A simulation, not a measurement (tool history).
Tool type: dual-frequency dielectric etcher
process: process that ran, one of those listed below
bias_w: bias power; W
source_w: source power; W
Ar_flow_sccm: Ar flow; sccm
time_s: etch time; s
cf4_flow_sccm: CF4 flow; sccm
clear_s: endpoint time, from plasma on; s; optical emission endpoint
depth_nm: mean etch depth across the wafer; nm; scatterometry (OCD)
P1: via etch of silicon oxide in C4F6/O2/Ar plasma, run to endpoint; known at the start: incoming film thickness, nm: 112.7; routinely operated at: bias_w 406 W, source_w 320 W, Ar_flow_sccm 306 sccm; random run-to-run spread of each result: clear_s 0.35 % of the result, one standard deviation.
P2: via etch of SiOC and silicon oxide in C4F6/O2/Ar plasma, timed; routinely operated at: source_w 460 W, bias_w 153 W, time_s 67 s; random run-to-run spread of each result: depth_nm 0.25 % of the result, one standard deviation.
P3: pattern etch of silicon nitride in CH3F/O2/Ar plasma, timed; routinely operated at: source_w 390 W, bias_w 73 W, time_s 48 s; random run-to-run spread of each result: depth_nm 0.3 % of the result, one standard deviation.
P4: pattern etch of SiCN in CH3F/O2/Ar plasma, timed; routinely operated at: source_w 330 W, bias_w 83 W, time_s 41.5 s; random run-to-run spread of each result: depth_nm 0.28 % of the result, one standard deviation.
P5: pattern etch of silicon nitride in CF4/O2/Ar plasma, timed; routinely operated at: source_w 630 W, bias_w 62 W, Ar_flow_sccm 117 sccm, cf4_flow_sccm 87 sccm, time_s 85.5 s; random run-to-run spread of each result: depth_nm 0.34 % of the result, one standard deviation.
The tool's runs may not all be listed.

| run | hour | process | bias_w | source_w | Ar_flow_sccm | time_s | cf4_flow_sccm | hours since the last wet clean | hours since the last bias power generator calibration | hours since the last source power generator calibration | hours since the last Ar flow controller change | clear_s | depth_nm |
|---|---|---|---|---|---|---|---|---|---|---|---|---|---|
| 1 | 10 | P1 | 406 | 320 | 306 |  |  | 200.7 | 1019 | 826.7 | 2751.3 | 30.028 |  |
| 2 | 17.1 | P1 | 406 | 320 | 306 |  |  | 207.8 | 1026.1 | 833.8 | 2758.4 | 29.699 |  |
| 3 | 27.7 | P2 | 153 | 460 |  | 45 |  | 218.4 | 1036.7 | 844.4 | 2769 |  | 50.573 |
|  | 35.5 | Ar flow controller replaced |
| 4 | 40.2 | P5 | 44 | 630 | 117 | 85.5 | 87 | 230.9 | 1049.2 | 856.9 | 4.7 |  | 180.09 |
| 5 | 52.8 | P5 | 62 | 630 | 117 | 123.5 | 87 | 243.5 | 1061.8 | 869.5 | 17.3 |  | 296.33 |
| 6 | 63.8 | P5 | 62 | 630 | 117 | 85.5 | 87 | 254.5 | 1072.8 | 880.5 | 28.3 |  | 204.53 |
| 7 | 76.5 | P3 | 73 | 230 |  | 48 |  | 267.2 | 1085.5 | 893.2 | 41 |  | 28.063 |
| 8 | 85.1 | P3 | 58 | 390 |  | 48 |  | 275.8 | 1094.1 | 901.8 | 49.6 |  | 31.643 |
|  | 91.6 | source power generator calibrated |
| 9 | 95.7 | P1 | 406 | 320 | 306 |  |  | 286.4 | 1104.7 | 4.1 | 60.2 | 29.634 |  |
| 10 | 101.9 | P4 | 83 | 330 |  | 58 |  | 292.6 | 1110.9 | 10.3 | 66.4 |  | 22.033 |
| 11 | 109.6 | P1 | 259 | 320 | 306 |  |  | 300.3 | 1118.6 | 18 | 74.1 | 35.179 |  |
| 12 | 115.2 | P2 | 206 | 460 |  | 67 |  | 305.9 | 1124.2 | 23.6 | 79.7 |  | 82.991 |
| 13 | 123.3 | P1 | 507 | 320 | 306 |  |  | 314 | 1132.3 | 31.7 | 87.8 | 27.41 |  |
| 14 | 133.4 | P1 | 406 | 240 | 306 |  |  | 324.1 | 1142.4 | 41.8 | 97.9 | 33.114 |  |
| 15 | 143.4 | P3 | 73 | 390 |  | 48 |  | 334.1 | 1152.4 | 51.8 | 107.9 |  | 34.084 |
| 16 | 152.5 | P4 | 83 | 240 |  | 41.5 |  | 343.2 | 1161.5 | 60.9 | 117 |  | 14.03 |
| 17 | 161.1 | P1 | 406 | 320 | 306 |  |  | 351.8 | 1170.1 | 69.5 | 125.6 | 29.807 |  |
| 18 | 168 | P1 | 406 | 320 | 418 |  |  | 358.7 | 1177 | 76.4 | 132.5 | 30.861 |  |
| 19 | 178.8 | P5 | 62 | 630 | 117 | 85.5 | 53 | 369.5 | 1187.8 | 87.2 | 143.3 |  | 192.29 |
| 20 | 190.2 | P4 | 83 | 330 |  | 41.5 |  | 380.9 | 1199.2 | 98.6 | 154.7 |  | 15.704 |
| 21 | 201.8 | P5 | 62 | 630 | 87 | 85.5 | 87 | 392.5 | 1210.8 | 110.2 | 166.3 |  | 212.36 |
| 22 | 213.1 | P2 | 153 | 260 |  | 67 |  | 403.8 | 1222.1 | 121.5 | 177.6 |  | 60.23 |
| 23 | 221.6 | P1 | 406 | 320 | 237 |  |  | 412.3 | 1230.6 | 130 | 186.1 | 28.894 |  |
| 24 | 229.9 | P5 | 62 | 800 | 117 | 85.5 | 87 | 420.6 | 1238.9 | 138.3 | 194.4 |  | 251.51 |
| 25 | 241.3 | P2 | 153 | 460 |  | 67 |  | 432 | 1250.3 | 149.7 | 205.8 |  | 74.973 |
| 26 | 249.4 | P1 | 406 | 420 | 306 |  |  | 440.1 | 1258.4 | 157.8 | 213.9 | 26.992 |  |
| 27 | 257 | P3 | 73 | 390 |  | 36 |  | 447.7 | 1266 | 165.4 | 221.5 |  | 25.55 |
| 28 | 264.3 | P1 | 330 | 390 | 306 |  |  | 455 | 1273.3 | 172.7 | 228.8 | 29.968 |  |
| 29 | 273.3 | P4 | 56 | 330 |  | 41.5 |  | 464 | 1282.3 | 181.7 | 237.8 |  | 13.717 |
| 30 | 285.5 | P1 | 276 | 230 | 306 |  |  | 476.2 | 1294.5 | 193.9 | 250 | 38.642 |  |

For run 31, what comes out?
| 31 | 293.4 | P1 | 406 | 320 | 306 |  |  | 484.1 | 1302.4 | 201.8 | 257.9 | ? |  |

{"run 31": {"clear_s": 29.797}}
